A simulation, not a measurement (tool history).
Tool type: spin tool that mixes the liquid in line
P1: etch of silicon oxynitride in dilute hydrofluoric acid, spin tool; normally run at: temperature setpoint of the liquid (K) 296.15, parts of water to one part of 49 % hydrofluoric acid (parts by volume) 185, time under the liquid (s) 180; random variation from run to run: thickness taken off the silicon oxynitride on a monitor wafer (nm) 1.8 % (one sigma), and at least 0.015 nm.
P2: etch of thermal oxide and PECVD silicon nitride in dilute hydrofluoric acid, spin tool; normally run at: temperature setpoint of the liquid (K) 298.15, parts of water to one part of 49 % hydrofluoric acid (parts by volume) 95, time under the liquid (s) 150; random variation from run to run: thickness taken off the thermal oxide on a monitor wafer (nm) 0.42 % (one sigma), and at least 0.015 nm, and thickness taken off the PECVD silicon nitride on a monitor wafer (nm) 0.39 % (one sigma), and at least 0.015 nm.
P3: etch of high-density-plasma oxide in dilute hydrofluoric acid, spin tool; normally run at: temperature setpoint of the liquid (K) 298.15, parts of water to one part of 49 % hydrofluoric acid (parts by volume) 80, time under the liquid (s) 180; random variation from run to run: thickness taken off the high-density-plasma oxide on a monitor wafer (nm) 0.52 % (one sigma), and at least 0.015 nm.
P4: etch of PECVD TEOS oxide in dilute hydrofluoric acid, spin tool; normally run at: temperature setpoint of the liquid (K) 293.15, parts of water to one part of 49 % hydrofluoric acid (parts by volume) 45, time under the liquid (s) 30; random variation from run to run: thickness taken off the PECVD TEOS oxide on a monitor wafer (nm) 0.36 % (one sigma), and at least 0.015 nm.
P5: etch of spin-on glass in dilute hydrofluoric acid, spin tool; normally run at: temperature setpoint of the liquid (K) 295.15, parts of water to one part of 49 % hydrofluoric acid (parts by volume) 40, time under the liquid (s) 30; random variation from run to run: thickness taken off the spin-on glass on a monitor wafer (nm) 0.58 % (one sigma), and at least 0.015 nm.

run,hour,process that ran,temperature setpoint of the liquid (K),parts of water to one part of 49 % hydrofluoric acid (parts by volume),time under the liquid (s),hours since the thermometer was replaced,hours since the hydrofluoric acid flow meter was replaced,thickness taken off the silicon oxynitride on a monitor wafer (nm),thickness taken off the high-density-plasma oxide on a monitor wafer (nm),thickness taken off the spin-on glass on a monitor wafer (nm),thickness taken off the PECVD TEOS oxide on a monitor wafer (nm),thickness taken off the thermal oxide on a monitor wafer (nm),thickness taken off the PECVD silicon nitride on a monitor wafer (nm)
1,9.3,P1,296.15,185,180,513.3,254.5,1.2443,,,,,
2,20.5,P3,298.15,80,180,524.5,265.7,,21.131,,,,
3,28.7,P1,296.15,185,270,532.7,273.9,1.9653,,,,,
4,38.6,P1,300.65,185,40,542.6,283.8,0.36916,,,,,
5,45.3,P5,290.15,40,30,549.3,290.5,,,21.71,,,
6,52.9,P4,293.15,30,30,556.9,298.1,,,,10.898,,
7,61.3,P1,290.15,185,180,565.3,306.5,1.0113,,,,,
8,70,P4,299.65,45,30,574,315.2,,,,9.3995,,
9,81.3,P1,296.15,245,75,585.3,326.5,0.41196,,,,,
10,87.1,P4,293.15,45,60,591.1,332.3,,,,14.355,,
11,97.2,P3,298.15,80,90,601.2,342.4,,10.549,,,,
12,107.6,P2,298.15,95,265,611.6,352.8,,,,,14.213,17.09
13,118.7,P1,296.15,305,180,622.7,363.9,0.72417,,,,,
14,129.3,P3,290.15,80,180,633.3,374.5,,15.215,,,,
15,142.4,P1,296.15,185,180,646.4,387.6,1.2595,,,,,
16,150,P2,305.65,95,150,654,395.2,,,,,10.785,15.785
17,158.6,P2,298.15,95,150,662.6,403.8,,,,,8.0563,9.7531
18,164.7,P1,301.65,185,180,668.7,409.9,1.6795,,,,,
19,174.1,P1,296.15,185,180,678.1,419.3,1.2559,,,,,
20,182.4,P4,293.15,45,30,686.4,427.6,,,,7.1717,,
21,194.3,P3,298.15,20,180,698.3,439.5,,91.927,,,,
22,201.1,P3,298.15,80,180,705.1,446.3,,21.005,,,,
23,207.3,P5,295.15,40,15,711.3,452.5,,,13.451,,,
24,215.8,P4,293.15,45,30,719.8,461,,,,7.2159,,
25,221.9,P1,296.15,185,180,725.9,467.1,1.2576,,,,,
26,231.6,P1,296.15,185,25,735.6,476.8,0.17338,,,,,
27,242.3,P5,295.15,70,30,746.3,487.5,,,14.73,,,
28,251.1,P1,296.15,115,180,755.1,496.3,2.2114,,,,,
29,262.4,P2,298.15,170,150,766.4,507.6,,,,,4.1071,5.4818
30,269,P1,290.15,265,180,773,514.2,0.59977,,,,,
31,277,P5,295.15,40,30,781,522.2,,,26.926,,,
32,288.6,P1,296.15,185,180,792.6,533.8,1.2834,,,,,
33,298.6,P1,296.15,185,180,802.6,543.8,1.1906,,,,,
34,305.2,P1,296.15,185,180,809.2,550.4,1.1715,,,,,
35,314.3,P1,296.15,185,180,818.3,559.5,1.202,,,,,
36,321.9,P1,296.15,185,180,825.9,567.1,1.1464,,,,,
37,333,P1,296.15,185,180,837,578.2,1.1462,,,,,
38,342.6,P1,296.15,185,180,846.6,587.8,1.1801,,,,,
39,351.4,P1,296.15,185,180,855.4,596.6,1.1197,,,,,

The log shows P1 creeping away from where it was. Any of the 2 causes listed here, at the size stated for it, fits the log just as well as the others:
A: hydrofluoric acid flow below the setpoint (%) = 8.83
B: liquid colder than its thermometer reads (K) = 2.3
At approximately hour 288.6, the process output began to creep.

4 check runs are offered, one wafer each, their results left as question marks. Which one tells the causes apart?
check 1,360.2,P3,298.15,30,180,,,,?,,,,
check 2,360.2,P2,298.15,165,265,,,,,,,?,?
check 3,360.2,P4,293.15,30,30,,,,,,?,,
check 4,360.2,P5,290.15,40,15,,,,,?,,,

How each check would come out, cause by cause:
check,result,if A,if B
check 1,thickness taken off the high-density-plasma oxide on a monitor wafer (nm),54.819,54.833
check 2,thickness taken off the thermal oxide on a monitor wafer (nm),6.7283,6.8878
check 2,thickness taken off the PECVD silicon nitride on a monitor wafer (nm),9.0828,8.5901
check 3,thickness taken off the PECVD TEOS oxide on a monitor wafer (nm),9.9012,9.8628
check 4,thickness taken off the spin-on glass on a monitor wafer (nm),9.8373,9.7895
Separation of the two closest causes in each check, using whichever result separates them best: check 1 0.03 %; check 2 5.58 %; check 3 0.39 %; check 4 0.49 %
Of the check runs offered, only check 2 discriminates between the causes; the rest would read about the same regardless of which cause applies.

Check 2 was then run and gave: thickness taken off the thermal oxide on a monitor wafer (nm) 6.9225; thickness taken off the PECVD silicon nitride on a monitor wafer (nm) 8.6344. Which cause is it?

Of the candidate causes, it is B: liquid colder than its thermometer reads (K).
